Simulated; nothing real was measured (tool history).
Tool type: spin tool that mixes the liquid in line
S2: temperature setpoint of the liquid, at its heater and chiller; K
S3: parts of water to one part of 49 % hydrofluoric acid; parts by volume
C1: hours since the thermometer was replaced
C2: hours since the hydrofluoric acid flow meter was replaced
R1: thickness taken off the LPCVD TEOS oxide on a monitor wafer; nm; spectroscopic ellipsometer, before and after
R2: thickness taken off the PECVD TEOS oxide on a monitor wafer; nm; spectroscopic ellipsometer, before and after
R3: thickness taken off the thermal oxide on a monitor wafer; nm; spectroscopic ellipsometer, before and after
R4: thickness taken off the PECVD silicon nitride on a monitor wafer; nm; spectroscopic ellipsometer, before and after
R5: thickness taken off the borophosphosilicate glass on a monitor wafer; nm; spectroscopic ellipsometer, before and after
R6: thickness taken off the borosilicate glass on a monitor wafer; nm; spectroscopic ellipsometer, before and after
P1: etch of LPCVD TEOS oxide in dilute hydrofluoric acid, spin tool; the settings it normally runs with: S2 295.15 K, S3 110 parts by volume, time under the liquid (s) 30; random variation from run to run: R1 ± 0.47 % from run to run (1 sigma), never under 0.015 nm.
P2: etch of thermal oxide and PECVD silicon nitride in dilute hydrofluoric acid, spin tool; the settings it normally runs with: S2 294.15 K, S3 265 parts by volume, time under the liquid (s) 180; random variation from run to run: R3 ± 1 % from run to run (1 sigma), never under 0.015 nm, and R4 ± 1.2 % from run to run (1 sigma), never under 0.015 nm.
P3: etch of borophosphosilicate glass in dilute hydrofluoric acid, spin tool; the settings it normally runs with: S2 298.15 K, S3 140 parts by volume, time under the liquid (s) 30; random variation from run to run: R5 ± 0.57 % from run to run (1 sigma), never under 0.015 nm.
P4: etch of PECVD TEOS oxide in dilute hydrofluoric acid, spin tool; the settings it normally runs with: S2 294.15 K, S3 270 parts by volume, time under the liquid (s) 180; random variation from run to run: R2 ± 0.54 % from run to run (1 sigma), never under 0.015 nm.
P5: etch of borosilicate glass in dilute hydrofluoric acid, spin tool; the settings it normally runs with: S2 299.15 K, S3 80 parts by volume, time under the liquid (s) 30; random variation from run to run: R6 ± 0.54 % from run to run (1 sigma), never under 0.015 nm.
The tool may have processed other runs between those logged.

{"run": 1, "hour": 2.9, "process that ran": "P1", "S2": 295.15, "S3": 110, "time under the liquid (s)": 30, "C1": 302.9, "C2": 427.8, "R1": 11.016}
{"run": 2, "hour": 5.6, "process that ran": "P4", "S2": 294.15, "S3": 270, "time under the liquid (s)": 180, "C1": 305.6, "C2": 430.5, "R2": 7.7025}
{"run": 3, "hour": 8.9, "process that ran": "P1", "S2": 295.15, "S3": 110, "time under the liquid (s)": 30, "C1": 308.9, "C2": 433.8, "R1": 10.988}
{"run": 4, "hour": 10.7, "process that ran": "P2", "S2": 294.15, "S3": 265, "time under the liquid (s)": 365, "C1": 310.7, "C2": 435.6, "R3": 4.4948, "R4": 4.44}
{"run": 5, "hour": 12.8, "process that ran": "P1", "S2": 295.15, "S3": 110, "time under the liquid (s)": 30, "C1": 312.8, "C2": 437.7, "R1": 10.999}
{"run": 6, "hour": 16.6, "process that ran": "P1", "S2": 290.15, "S3": 110, "time under the liquid (s)": 30, "C1": 316.6, "C2": 441.5, "R1": 8.9506}
{"run": 7, "hour": 18.9, "process that ran": "P2", "S2": 290.15, "S3": 265, "time under the liquid (s)": 180, "C1": 318.9, "C2": 443.8, "R3": 1.9488, "R4": 1.6339}
{"run": 8, "hour": 20.9, "process that ran": "P3", "S2": 298.15, "S3": 65, "time under the liquid (s)": 30, "C1": 320.9, "C2": 445.8, "R5": 38.906}
{"run": 9, "hour": 24.0, "process that ran": "P1", "S2": 295.15, "S3": 110, "time under the liquid (s)": 55, "C1": 324, "C2": 448.9, "R1": 20.218}
{"run": 10, "hour": 25.9, "process that ran": "P1", "S2": 295.15, "S3": 40, "time under the liquid (s)": 30, "C1": 325.9, "C2": 450.8, "R1": 32.638}
{"run": 11, "hour": 29.3, "process that ran": "P2", "S2": 294.15, "S3": 265, "time under the liquid (s)": 180, "C1": 329.3, "C2": 454.2, "R3": 2.264, "R4": 2.1956}
{"run": 12, "hour": 32.0, "process that ran": "P3", "S2": 290.15, "S3": 140, "time under the liquid (s)": 30, "C1": 332, "C2": 456.9, "R5": 12.045}
{"hour": 34.3, "done": "thermometer replaced"}
{"run": 13, "hour": 34.8, "process that ran": "P5", "S2": 299.15, "S3": 80, "time under the liquid (s)": 60, "C1": 0.6, "C2": 459.7, "R6": 22.756}
{"run": 14, "hour": 38.8, "process that ran": "P5", "S2": 299.15, "S3": 30, "time under the liquid (s)": 30, "C1": 4.6, "C2": 463.7, "R6": 31.953}
{"run": 15, "hour": 43.0, "process that ran": "P1", "S2": 295.15, "S3": 110, "time under the liquid (s)": 30, "C1": 8.8, "C2": 467.9, "R1": 11.008}
{"run": 16, "hour": 46.2, "process that ran": "P1", "S2": 295.15, "S3": 110, "time under the liquid (s)": 15, "C1": 12, "C2": 471.1, "R1": 5.4626}
{"run": 17, "hour": 50.0, "process that ran": "P3", "S2": 298.15, "S3": 140, "time under the liquid (s)": 30, "C1": 15.8, "C2": 474.9, "R5": 16.618}
{"run": 18, "hour": 53.6, "process that ran": "P2", "S2": 294.15, "S3": 60, "time under the liquid (s)": 180, "C1": 19.4, "C2": 478.5, "R3": 12.258, "R4": 9.2904}
{"run": 19, "hour": 56.4, "process that ran": "P1", "S2": 295.15, "S3": 25, "time under the liquid (s)": 15, "C1": 22.2, "C2": 481.3, "R1": 26.856}
{"run": 20, "hour": 59.2, "process that ran": "P1", "S2": 290.15, "S3": 110, "time under the liquid (s)": 15, "C1": 25, "C2": 484.1, "R1": 4.4943}
{"run": 21, "hour": 62.9, "process that ran": "P4", "S2": 294.15, "S3": 270, "time under the liquid (s)": 300, "C1": 28.7, "C2": 487.8, "R2": 12.623}
{"run": 22, "hour": 65.0, "process that ran": "P4", "S2": 294.15, "S3": 75, "time under the liquid (s)": 180, "C1": 30.8, "C2": 489.9, "R2": 34.205}
{"run": 23, "hour": 69.0, "process that ran": "P3", "S2": 298.15, "S3": 140, "time under the liquid (s)": 55, "C1": 34.8, "C2": 493.9, "R5": 29.952}
{"run": 24, "hour": 72.6, "process that ran": "P3", "S2": 298.15, "S3": 140, "time under the liquid (s)": 30, "C1": 38.4, "C2": 497.5, "R5": 16.364}
{"run": 25, "hour": 74.7, "process that ran": "P1", "S2": 301.15, "S3": 110, "time under the liquid (s)": 30, "C1": 40.5, "C2": 499.6, "R1": 13.956}
{"run": 26, "hour": 78.0, "process that ran": "P1", "S2": 295.15, "S3": 160, "time under the liquid (s)": 15, "C1": 43.8, "C2": 502.9, "R1": 3.5441}
{"run": 27, "hour": 81.3, "process that ran": "P1", "S2": 295.15, "S3": 110, "time under the liquid (s)": 30, "C1": 47.1, "C2": 506.2, "R1": 10.944}
{"run": 28, "hour": 84.1, "process that ran": "P5", "S2": 299.15, "S3": 80, "time under the liquid (s)": 30, "C1": 49.9, "C2": 509, "R6": 11.122}
{"run": 29, "hour": 88.1, "process that ran": "P4", "S2": 290.15, "S3": 270, "time under the liquid (s)": 180, "C1": 53.9, "C2": 513, "R2": 6.681}
{"run": 30, "hour": 91.3, "process that ran": "P1", "S2": 295.15, "S3": 175, "time under the liquid (s)": 30, "C1": 57.1, "C2": 516.2, "R1": 6.3783}
{"run": 31, "hour": 93.8, "process that ran": "P1", "S2": 295.15, "S3": 110, "time under the liquid (s)": 30, "C1": 59.6, "C2": 518.7, "R1": 10.943}
{"run": 32, "hour": 97.8, "process that ran": "P5", "S2": 294.65, "S3": 80, "time under the liquid (s)": 30, "C1": 63.6, "C2": 522.7, "R6": 9.3545}
{"run": 33, "hour": 101.7, "process that ran": "P1", "S2": 295.15, "S3": 110, "time under the liquid (s)": 30, "C1": 67.5, "C2": 526.6, "R1": 11.118}
{"run": 34, "hour": 105.4, "process that ran": "P1", "S2": 295.15, "S3": 110, "time under the liquid (s)": 30, "C1": 71.2, "C2": 530.3, "R1": 10.578}
{"run": 35, "hour": 108.1, "process that ran": "P1", "S2": 295.15, "S3": 110, "time under the liquid (s)": 30, "C1": 73.9, "C2": 533, "R1": 10.354}
{"run": 36, "hour": 111.4, "process that ran": "P1", "S2": 295.15, "S3": 110, "time under the liquid (s)": 30, "C1": 77.2, "C2": 536.3, "R1": 10.267}
{"run": 37, "hour": 114.6, "process that ran": "P1", "S2": 295.15, "S3": 110, "time under the liquid (s)": 30, "C1": 80.4, "C2": 539.5, "R1": 10.265}
{"run": 38, "hour": 117.4, "process that ran": "P1", "S2": 295.15, "S3": 110, "time under the liquid (s)": 30, "C1": 83.2, "C2": 542.3, "R1": 10.082}
{"run": 39, "hour": 120.7, "process that ran": "P1", "S2": 295.15, "S3": 110, "time under the liquid (s)": 30, "C1": 86.5, "C2": 545.6, "R1": 10.108}
{"run": 40, "hour": 123.1, "process that ran": "P1", "S2": 295.15, "S3": 110, "time under the liquid (s)": 30, "C1": 88.9, "C2": 548, "R1": 10.002}
{"run": 41, "hour": 126.7, "process that ran": "P1", "S2": 295.15, "S3": 110, "time under the liquid (s)": 30, "C1": 92.5, "C2": 551.6, "R1": 9.9121}
{"run": 42, "hour": 129.3, "process that ran": "P1", "S2": 295.15, "S3": 110, "time under the liquid (s)": 30, "C1": 95.1, "C2": 554.2, "R1": 9.926}
{"run": 43, "hour": 131.6, "process that ran": "P1", "S2": 295.15, "S3": 110, "time under the liquid (s)": 30, "C1": 97.4, "C2": 556.5, "R1": 9.9494}
{"run": 44, "hour": 134.0, "process that ran": "P1", "S2": 295.15, "S3": 110, "time under the liquid (s)": 30, "C1": 99.8, "C2": 558.9, "R1": 9.939}

What P1 gives has crept off from where it sat before. The 2 causes that follow fit the log equally well, each at the size noted:
A: liquid colder than its thermometer reads (K) = 2.36
B: hydrofluoric acid flow below the setpoint (%) = 8.1
The process output started creeping at around hour 101.7.

Which of the 4 check runs listed below, each an average over 2 wafers with its results shown as question marks, gives clearly different results under the different listed causes?
{"run": "check 1", "hour": 136.4, "process that ran": "P4", "S2": 290.15, "S3": 85, "time under the liquid (s)": 180, "R2": "?"}
{"run": "check 2", "hour": 136.4, "process that ran": "P5", "S2": 299.15, "S3": 40, "time under the liquid (s)": 55, "R6": "?"}
{"run": "check 3", "hour": 136.4, "process that ran": "P3", "S2": 290.65, "S3": 75, "time under the liquid (s)": 30, "R5": "?"}
{"run": "check 4", "hour": 136.4, "process that ran": "P2", "S2": 294.15, "S3": 110, "time under the liquid (s)": 355, "R3": "?", "R4": "?"}

What every check run would give for each of its results, assuming each possible cause in turn:
check=check_1 result=R2 if_A=22.625 if_B=22.832
check=check_2 result=R6 if_A=39.611 if_B=39.919
check=check_3 result=R5 if_A=22.087 if_B=22.308
check=check_4 result=R3 if_A=11.415 if_B=11.427
check=check_4 result=R4 if_A=8.5398 if_B=9.2288
Per-check spread between the two closest causes, in the result where they differ most: check 1 0.91 %; check 2 0.78 %; check 3 1 %; check 4 7.76 %
Check 4 distinguishes between the causes, while the remaining checks would return nearly the same result for all of them.

Here is what check 4 returned: R3 11.391 nm; R4 9.1537 nm. Which cause is it?

Of the candidate causes, it is B: hydrofluoric acid flow below the setpoint (%).
